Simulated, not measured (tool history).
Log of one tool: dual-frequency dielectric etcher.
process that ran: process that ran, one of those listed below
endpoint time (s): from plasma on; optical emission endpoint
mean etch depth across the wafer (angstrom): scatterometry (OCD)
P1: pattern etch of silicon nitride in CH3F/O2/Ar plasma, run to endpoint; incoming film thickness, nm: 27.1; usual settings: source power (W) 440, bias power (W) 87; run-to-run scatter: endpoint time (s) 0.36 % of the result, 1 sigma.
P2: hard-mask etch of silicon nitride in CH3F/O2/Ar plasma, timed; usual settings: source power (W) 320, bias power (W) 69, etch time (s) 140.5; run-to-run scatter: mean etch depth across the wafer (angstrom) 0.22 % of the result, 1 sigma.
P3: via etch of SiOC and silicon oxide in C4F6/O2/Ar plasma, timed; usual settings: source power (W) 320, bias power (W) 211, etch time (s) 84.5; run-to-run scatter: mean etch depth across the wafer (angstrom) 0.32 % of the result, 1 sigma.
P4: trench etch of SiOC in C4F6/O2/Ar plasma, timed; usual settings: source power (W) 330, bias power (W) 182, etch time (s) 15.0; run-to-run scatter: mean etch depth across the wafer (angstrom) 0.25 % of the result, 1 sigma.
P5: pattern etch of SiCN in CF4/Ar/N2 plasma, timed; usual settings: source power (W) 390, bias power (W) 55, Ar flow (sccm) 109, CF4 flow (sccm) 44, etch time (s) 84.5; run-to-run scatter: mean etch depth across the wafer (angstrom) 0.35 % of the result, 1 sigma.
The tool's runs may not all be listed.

run   hour  process that ran  source power (W)  bias power (W)  etch time (s)  Ar flow (sccm)  CF4 flow (sccm)  hours since the last wet clean  hours since the last source power generator calibration  hours since the last bias power generator calibration  endpoint time (s)  mean etch depth across the wafer (angstrom)
  1    7.5                P1               440              87                                                                           192.2                                                    955.8                                                 1418.4             35.505
  2   13.9                P3               320             170           84.5                                                            198.6                                                    962.2                                                 1424.8                                                          870.04
  3   21.1                P3               320             211           84.5                                                            205.8                                                    969.4                                                 1432.0                                                          941.85
  4   28.6                P5               510              55           84.5             109               44                           213.3                                                    976.9                                                 1439.5                                                          678.96
  5   33.4                P2               320              69          140.5                                                            218.1                                                    981.7                                                 1444.3                                                          865.05
  6   38.3                P1               440              87                                                                           223.0                                                    986.6                                                 1449.2             35.587
  7   43.3                P4               330             107           15.0                                                            228.0                                                    991.6                                                 1454.2                                                          242.97
  8   47.8                P3               320             211          111.5                                                            232.5                                                    996.1                                                 1458.7                                                         1239.30
  9   54.9                P5               390              67           84.5             109               44                           239.6                                                   1003.2                                                 1465.8                                                          577.92
      60.2  -- wet clean of the chamber
 10   62.4                P4               400             182           15.0                                                              2.2                                                   1010.7                                                 1473.3                                                          308.36
 11   66.2                P1               440              87                                                                             6.0                                                   1014.5                                                 1477.1             35.412
 12   72.3                P5               390              55           84.5             109               44                            12.1                                                   1020.6                                                 1483.2                                                          536.43
 13   79.4                P1               330              52                                                                            19.2                                                   1027.7                                                 1490.3             47.112
 14   84.5                P1               440              87                                                                            24.3                                                   1032.8                                                 1495.4             35.548
 15   89.6                P1               610             106                                                                            29.4                                                   1037.9                                                 1500.5             29.093
 16   97.5                P1               570              87                                                                            37.3                                                   1045.8                                                 1508.4             32.022
 17  101.6                P4               330             182           15.0                                                             41.4                                                   1049.9                                                 1512.5                                                          285.19
 18  109.2                P2               200              69          140.5                                                             49.0                                                   1057.5                                                 1520.1                                                          723.40
 19  115.1                P4               330             182            8.0                                                             54.9                                                   1063.4                                                 1526.0                                                          152.75
 20  118.8                P1               440              59                                                                            58.6                                                   1067.1                                                 1529.7             40.663
 21  123.7                P5               390              55           84.5             131               44                            63.5                                                   1072.0                                                 1534.6                                                          516.11
 22  129.8                P1               320              87                                                                            69.6                                                   1078.1                                                 1540.7             39.823
 23  134.5                P5               390              55           84.5             109               56                            74.3                                                   1082.8                                                 1545.4                                                          555.07
 24  141.8                P2               320              69          200.0                                                             81.6                                                   1090.1                                                 1552.7                                                         1232.80
 25  147.3                P2               320              89          140.5                                                             87.1                                                   1095.6                                                 1558.2                                                          946.83
 26  154.0                P5               390              55          106.5             109               44                            93.8                                                   1102.3                                                 1564.9                                                          673.61
 27  159.9                P3               420             211           84.5                                                             99.7                                                   1108.2                                                 1570.8                                                         1040.20
 28  167.7                P4               330             182           15.0                                                            107.5                                                   1116.0                                                 1578.6                                                          284.93
 29  174.4                P1               440             111                                                                           114.2                                                   1122.7                                                 1585.3             32.444
 30  181.8                P5               390              55           84.5             109               44                           121.6                                                   1130.1                                                 1592.7                                                          533.70
 31  186.0                P1               440              87                                                                           125.8                                                   1134.3                                                 1596.9             35.541

The next listed run, before its measurement:
 32  191.6                P1               440              87                                                                           131.4                                                   1139.9                                                 1602.5                  ?

Run 32 gave endpoint time (s) 35.658.
